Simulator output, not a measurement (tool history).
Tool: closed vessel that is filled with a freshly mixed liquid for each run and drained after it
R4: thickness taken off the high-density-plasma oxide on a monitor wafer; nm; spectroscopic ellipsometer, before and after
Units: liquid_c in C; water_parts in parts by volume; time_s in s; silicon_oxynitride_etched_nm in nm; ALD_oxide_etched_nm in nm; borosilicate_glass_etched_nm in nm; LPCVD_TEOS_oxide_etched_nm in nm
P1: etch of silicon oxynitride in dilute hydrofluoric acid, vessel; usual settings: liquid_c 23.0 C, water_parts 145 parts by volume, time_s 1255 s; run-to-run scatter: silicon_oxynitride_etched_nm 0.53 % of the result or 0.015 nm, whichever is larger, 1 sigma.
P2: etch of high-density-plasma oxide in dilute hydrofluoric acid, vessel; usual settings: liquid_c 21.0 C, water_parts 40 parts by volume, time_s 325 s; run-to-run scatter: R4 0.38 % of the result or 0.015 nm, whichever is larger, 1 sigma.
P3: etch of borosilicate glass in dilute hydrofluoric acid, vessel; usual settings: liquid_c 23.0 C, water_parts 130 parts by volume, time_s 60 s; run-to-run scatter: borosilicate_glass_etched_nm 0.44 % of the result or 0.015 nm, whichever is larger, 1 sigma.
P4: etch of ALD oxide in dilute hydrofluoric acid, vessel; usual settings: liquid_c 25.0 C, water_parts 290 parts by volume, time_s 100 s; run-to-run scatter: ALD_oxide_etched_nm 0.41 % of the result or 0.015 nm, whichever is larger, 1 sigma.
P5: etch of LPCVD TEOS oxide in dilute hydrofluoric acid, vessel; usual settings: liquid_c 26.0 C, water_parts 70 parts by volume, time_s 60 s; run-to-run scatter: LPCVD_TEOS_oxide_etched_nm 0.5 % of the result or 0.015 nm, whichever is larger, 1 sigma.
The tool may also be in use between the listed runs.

run 1 hour=8.0 | process=P1 liquid_c=23.0 water_parts=145 time_s=1255 | silicon_oxynitride_etched_nm=11.5480
run 2 hour=19.1 | process=P4 liquid_c=25.0 water_parts=440 time_s=100 | ALD_oxide_etched_nm=3.4066
run 3 hour=25.9 | process=P3 liquid_c=23.0 water_parts=130 time_s=115 | borosilicate_glass_etched_nm=37.098
run 4 hour=33.1 | process=P4 liquid_c=17.0 water_parts=290 time_s=100 | ALD_oxide_etched_nm=4.4494
run 5 hour=42.4 | process=P1 liquid_c=23.0 water_parts=145 time_s=1255 | silicon_oxynitride_etched_nm=11.3900
run 6 hour=48.2 | process=P1 liquid_c=30.0 water_parts=145 time_s=1255 | silicon_oxynitride_etched_nm=15.4270
run 7 hour=54.7 | process=P2 liquid_c=21.0 water_parts=40 time_s=325 | R4=57.485
run 8 hour=65.0 | process=P1 liquid_c=19.5 water_parts=145 time_s=515 | silicon_oxynitride_etched_nm=3.9839
run 9 hour=77.0 | process=P1 liquid_c=23.0 water_parts=80 time_s=1255 | silicon_oxynitride_etched_nm=21.8830
run 10 hour=89.9 | process=P4 liquid_c=25.0 water_parts=290 time_s=40 | ALD_oxide_etched_nm=2.4063
run 11 hour=101.8 | process=P3 liquid_c=23.0 water_parts=60 time_s=60 | borosilicate_glass_etched_nm=45.992
run 12 hour=111.4 | process=P5 liquid_c=26.0 water_parts=70 time_s=90 | LPCVD_TEOS_oxide_etched_nm=51.411
run 13 hour=121.4 | process=P3 liquid_c=17.0 water_parts=130 time_s=60 | borosilicate_glass_etched_nm=15.097
run 14 hour=131.8 | process=P4 liquid_c=25.0 water_parts=290 time_s=100 | ALD_oxide_etched_nm=5.9761
run 15 hour=139.8 | process=P3 liquid_c=23.0 water_parts=130 time_s=60 | borosilicate_glass_etched_nm=19.527
run 16 hour=150.4 | process=P5 liquid_c=18.5 water_parts=70 time_s=60 | LPCVD_TEOS_oxide_etched_nm=25.489
run 17 hour=160.3 | process=P1 liquid_c=23.0 water_parts=240 time_s=1255 | silicon_oxynitride_etched_nm=6.3770
run 18 hour=168.3 | process=P1 liquid_c=17.0 water_parts=145 time_s=1255 | silicon_oxynitride_etched_nm=8.5168
run 19 hour=179.6 | process=P5 liquid_c=26.0 water_parts=70 time_s=60 | LPCVD_TEOS_oxide_etched_nm=34.359
run 20 hour=189.6 | process=P2 liquid_c=24.5 water_parts=40 time_s=325 | R4=66.033
run 21 hour=197.5 | process=P1 liquid_c=23.0 water_parts=145 time_s=1255 | silicon_oxynitride_etched_nm=11.3750
run 22 hour=206.7 | process=P1 liquid_c=23.0 water_parts=215 time_s=2400 | silicon_oxynitride_etched_nm=13.9220
run 23 hour=213.1 | process=P5 liquid_c=26.0 water_parts=20 time_s=60 | LPCVD_TEOS_oxide_etched_nm=127.880
run 24 hour=225.7 | process=P2 liquid_c=21.0 water_parts=65 time_s=325 | R4=34.352
run 25 hour=233.2 | process=P1 liquid_c=23.0 water_parts=145 time_s=2210 | silicon_oxynitride_etched_nm=20.0170
run 26 hour=243.4 | process=P2 liquid_c=21.0 water_parts=40 time_s=325 | R4=56.703
run 27 hour=253.8 | process=P1 liquid_c=23.0 water_parts=145 time_s=1255 | silicon_oxynitride_etched_nm=11.2980
run 28 hour=261.7 | process=P2 liquid_c=21.0 water_parts=40 time_s=30 | R4=5.269
run 29 hour=272.6 | process=P1 liquid_c=23.0 water_parts=145 time_s=1255 | silicon_oxynitride_etched_nm=11.4170
run 30 hour=282.3 | process=P1 liquid_c=23.0 water_parts=145 time_s=1255 | silicon_oxynitride_etched_nm=11.4590
run 31 hour=293.6 | process=P3 liquid_c=23.0 water_parts=130 time_s=60 | borosilicate_glass_etched_nm=19.411
run 32 hour=301.8 | process=P1 liquid_c=23.0 water_parts=145 time_s=120 | silicon_oxynitride_etched_nm=1.0790
run 33 hour=308.0 | process=P1 liquid_c=23.0 water_parts=145 time_s=1255 | silicon_oxynitride_etched_nm=11.2640
run 34 hour=316.6 | process=P1 liquid_c=17.0 water_parts=220 time_s=1255 | silicon_oxynitride_etched_nm=5.4219
run 35 hour=330.1 | process=P1 liquid_c=23.0 water_parts=145 time_s=1255 | silicon_oxynitride_etched_nm=11.4710
run 36 hour=337.2 | process=P1 liquid_c=23.0 water_parts=145 time_s=1255 | silicon_oxynitride_etched_nm=11.1390
run 37 hour=344.5 | process=P1 liquid_c=23.0 water_parts=145 time_s=1255 | silicon_oxynitride_etched_nm=10.9290
run 38 hour=350.8 | process=P1 liquid_c=23.0 water_parts=145 time_s=1255 | silicon_oxynitride_etched_nm=10.8860
run 39 hour=363.5 | process=P1 liquid_c=23.0 water_parts=145 time_s=1255 | silicon_oxynitride_etched_nm=10.7400
run 40 hour=369.5 | process=P1 liquid_c=23.0 water_parts=145 time_s=1255 | silicon_oxynitride_etched_nm=10.7230
run 41 hour=382.4 | process=P1 liquid_c=23.0 water_parts=145 time_s=1255 | silicon_oxynitride_etched_nm=10.5550
run 42 hour=388.4 | process=P1 liquid_c=23.0 water_parts=145 time_s=1255 | silicon_oxynitride_etched_nm=10.6820
run 43 hour=396.7 | process=P1 liquid_c=23.0 water_parts=145 time_s=1255 | silicon_oxynitride_etched_nm=10.5600
run 44 hour=403.7 | process=P1 liquid_c=23.0 water_parts=145 time_s=1255 | silicon_oxynitride_etched_nm=10.6420

What P1 gives has crept away from where it was. These 2 causes fit the log equally well, each at the size given:
A: liquid colder than its thermometer reads (K) = 1.53
B: hydrofluoric acid flow below the setpoint (%) = 6.21
The creep began at about hour 330.1.

4 check runs are offered, each on 2 wafers whose results are averaged, their results left as question marks. Which one tells the causes apart?
run check 1 hour=410.7 | process=P4 liquid_c=25.0 water_parts=425 time_s=100 | ALD_oxide_etched_nm=?
run check 2 hour=410.7 | process=P2 liquid_c=21.0 water_parts=40 time_s=100 | R4=?
run check 3 hour=410.7 | process=P5 liquid_c=19.0 water_parts=70 time_s=90 | LPCVD_TEOS_oxide_etched_nm=?
run check 4 hour=410.7 | process=P3 liquid_c=17.0 water_parts=75 time_s=60 | borosilicate_glass_etched_nm=?

What each check would give under each cause:
check=check_1 result=ALD_oxide_etched_nm if_A=3.4011 if_B=3.2691
check=check_2 result=R4 if_A=16.466 if_B=16.431
check=check_3 result=LPCVD_TEOS_oxide_etched_nm if_A=36.292 if_B=36.137
check=check_4 result=borosilicate_glass_etched_nm if_A=26.219 if_B=26.126
How far apart the two closest causes lie, in the result that separates them most: check 1 3.96 %; check 2 0.21 %; check 3 0.43 %; check 4 0.36 %
Check 1 tells the causes apart: in the others they would give nearly the same result.

Then check 1 was run and gave: ALD_oxide_etched_nm 3.3889 nm. Which cause is it?

It is A: liquid colder than its thermometer reads (K).
